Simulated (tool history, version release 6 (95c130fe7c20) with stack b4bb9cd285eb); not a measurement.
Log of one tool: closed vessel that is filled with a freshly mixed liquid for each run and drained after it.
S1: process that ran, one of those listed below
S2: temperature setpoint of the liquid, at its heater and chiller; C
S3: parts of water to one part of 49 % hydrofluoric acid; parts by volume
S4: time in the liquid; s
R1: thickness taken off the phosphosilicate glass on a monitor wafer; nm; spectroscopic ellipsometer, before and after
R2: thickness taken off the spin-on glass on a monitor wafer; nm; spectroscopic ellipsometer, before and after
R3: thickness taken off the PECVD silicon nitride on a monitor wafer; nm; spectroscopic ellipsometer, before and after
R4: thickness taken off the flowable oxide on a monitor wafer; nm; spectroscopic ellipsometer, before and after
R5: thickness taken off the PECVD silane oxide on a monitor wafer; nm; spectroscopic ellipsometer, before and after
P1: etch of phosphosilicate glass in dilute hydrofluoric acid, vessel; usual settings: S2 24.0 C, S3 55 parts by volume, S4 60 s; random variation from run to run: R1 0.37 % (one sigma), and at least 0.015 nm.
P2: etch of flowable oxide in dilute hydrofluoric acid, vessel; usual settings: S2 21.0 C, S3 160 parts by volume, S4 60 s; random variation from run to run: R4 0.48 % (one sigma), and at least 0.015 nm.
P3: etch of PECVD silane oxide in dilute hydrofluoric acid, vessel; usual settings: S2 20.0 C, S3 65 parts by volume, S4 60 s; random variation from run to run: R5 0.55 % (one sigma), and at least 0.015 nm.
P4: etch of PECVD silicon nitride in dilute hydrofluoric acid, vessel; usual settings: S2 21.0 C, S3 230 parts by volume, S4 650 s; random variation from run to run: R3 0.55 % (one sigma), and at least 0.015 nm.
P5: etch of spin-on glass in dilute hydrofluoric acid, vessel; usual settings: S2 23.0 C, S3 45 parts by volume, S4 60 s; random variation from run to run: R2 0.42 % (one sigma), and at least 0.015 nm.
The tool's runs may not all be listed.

Run 1, hour 8.5: S1 P1, S2 24.0 C, S3 55 parts by volume, S4 60 s. Result: R1 139.440 nm.
Run 2, hour 15.7: S1 P1, S2 24.0 C, S3 55 parts by volume, S4 60 s. Result: R1 139.330 nm.
Run 3, hour 29.0: S1 P1, S2 24.0 C, S3 85 parts by volume, S4 60 s. Result: R1 86.899 nm.
Run 4, hour 35.4: S1 P5, S2 23.0 C, S3 45 parts by volume, S4 60 s. Result: R2 94.704 nm.
Run 5, hour 43.7: S1 P1, S2 24.0 C, S3 55 parts by volume, S4 60 s. Result: R1 138.900 nm.
Run 6, hour 54.1: S1 P5, S2 30.5 C, S3 45 parts by volume, S4 60 s. Result: R2 129.370 nm.
Run 7, hour 65.6: S1 P4, S2 21.0 C, S3 125 parts by volume, S4 650 s. Result: R3 10.4920 nm.
Run 8, hour 78.9: S1 P5, S2 23.0 C, S3 45 parts by volume, S4 60 s. Result: R2 95.627 nm.
Run 9, hour 85.5: S1 P2, S2 17.0 C, S3 160 parts by volume, S4 60 s. Result: R4 11.987 nm.
Run 10, hour 91.5: S1 P5, S2 23.0 C, S3 45 parts by volume, S4 30 s. Result: R2 47.650 nm.
Run 11, hour 99.8: S1 P2, S2 21.0 C, S3 160 parts by volume, S4 30 s. Result: R4 7.020 nm.
Run 12, hour 110.7: S1 P3, S2 20.0 C, S3 65 parts by volume, S4 60 s. Result: R5 14.731 nm.
At hour 114.7: thermometer replaced.
Run 13, hour 123.1: S1 P1, S2 24.0 C, S3 55 parts by volume, S4 30 s. Result: R1 69.841 nm.
Run 14, hour 133.2: S1 P1, S2 24.0 C, S3 55 parts by volume, S4 60 s. Result: R1 139.590 nm.
Run 15, hour 145.5: S1 P1, S2 28.0 C, S3 55 parts by volume, S4 60 s. Result: R1 164.500 nm.
Run 16, hour 156.6: S1 P4, S2 21.0 C, S3 230 parts by volume, S4 230 s. Result: R3 2.0428 nm.
Run 17, hour 168.8: S1 P2, S2 21.0 C, S3 160 parts by volume, S4 60 s. Result: R4 14.075 nm.
Run 18, hour 178.5: S1 P1, S2 17.0 C, S3 55 parts by volume, S4 60 s. Result: R1 104.360 nm.
Run 19, hour 189.4: S1 P1, S2 24.0 C, S3 55 parts by volume, S4 60 s. Result: R1 140.350 nm.
Run 20, hour 195.9: S1 P1, S2 24.0 C, S3 55 parts by volume, S4 105 s. Result: R1 243.750 nm.
Run 21, hour 206.1: S1 P3, S2 20.0 C, S3 40 parts by volume, S4 60 s. Result: R5 24.478 nm.
Run 22, hour 219.4: S1 P4, S2 21.0 C, S3 230 parts by volume, S4 650 s. Result: R3 5.7992 nm.
Run 23, hour 227.4: S1 P2, S2 21.0 C, S3 70 parts by volume, S4 60 s. Result: R4 35.539 nm.
Run 24, hour 233.4: S1 P5, S2 23.0 C, S3 20 parts by volume, S4 60 s. Result: R2 221.110 nm.
Run 25, hour 240.7: S1 P3, S2 17.0 C, S3 65 parts by volume, S4 60 s. Result: R5 12.702 nm.
Run 26, hour 253.4: S1 P1, S2 20.0 C, S3 55 parts by volume, S4 30 s. Result: R1 59.540 nm.
Run 27, hour 264.1: S1 P1, S2 24.0 C, S3 55 parts by volume, S4 60 s. Result: R1 139.140 nm.
Run 28, hour 272.1: S1 P1, S2 24.0 C, S3 20 parts by volume, S4 60 s. Result: R1 401.500 nm.
Run 29, hour 284.8: S1 P3, S2 20.0 C, S3 65 parts by volume, S4 100 s. Result: R5 24.314 nm.
Run 30, hour 292.1: S1 P4, S2 28.0 C, S3 230 parts by volume, S4 650 s. Result: R3 8.9091 nm.
Run 31, hour 300.0: S1 P1, S2 24.0 C, S3 55 parts by volume, S4 60 s. Result: R1 140.380 nm.
Run 32, hour 309.2: S1 P1, S2 24.0 C, S3 55 parts by volume, S4 60 s. Result: R1 144.580 nm.
Run 33, hour 315.4: S1 P1, S2 24.0 C, S3 55 parts by volume, S4 60 s. Result: R1 146.520 nm.
Run 34, hour 327.9: S1 P1, S2 24.0 C, S3 55 parts by volume, S4 60 s. Result: R1 148.280 nm.
Run 35, hour 340.6: S1 P1, S2 24.0 C, S3 55 parts by volume, S4 60 s. Result: R1 149.100 nm.
Run 36, hour 350.9: S1 P1, S2 24.0 C, S3 55 parts by volume, S4 60 s. Result: R1 150.670 nm.
Run 37, hour 361.8: S1 P1, S2 24.0 C, S3 55 parts by volume, S4 60 s. Result: R1 151.240 nm.
Run 38, hour 368.8: S1 P1, S2 24.0 C, S3 55 parts by volume, S4 60 s. Result: R1 150.440 nm.
Run 39, hour 378.4: S1 P1, S2 24.0 C, S3 55 parts by volume, S4 60 s. Result: R1 150.920 nm.

What P1 gives has crept away from where it was. These 2 causes fit the log equally well, each at the size given:
A: hydrofluoric acid flow above the setpoint (%) = 7.1
B: liquid hotter than its thermometer reads (K) = 1.81
The creep began at about hour 300.0.

4 check runs are offered, one wafer each, their results left as question marks. Which one tells the causes apart?
Run check 1, hour 388.0: S1 P3, S2 20.0 C, S3 65 parts by volume, S4 60 s. Result: R5 ?.
Run check 2, hour 388.0: S1 P5, S2 23.0 C, S3 45 parts by volume, S4 60 s. Result: R2 ?.
Run check 3, hour 388.0: S1 P4, S2 21.0 C, S3 230 parts by volume, S4 650 s. Result: R3 ?.
Run check 4, hour 388.0: S1 P2, S2 21.0 C, S3 160 parts by volume, S4 60 s. Result: R4 ?.

What each check would give under each cause:
  check  result     if A     if B
check 1      R5   15.760   15.788
check 2      R2  102.100  102.350
check 3      R3   6.1731   6.4804
check 4      R4   15.242   15.096
How far apart the two closest causes lie, in the result that separates them most: check 1 0.18 %; check 2 0.24 %; check 3 4.86 %; check 4 0.96 %
Check 3 tells the causes apart: in the others they would give nearly the same result.

Then check 3 was run and gave: R3 6.4405 nm. Which cause is it?

It is B: liquid hotter than its thermometer reads (K).
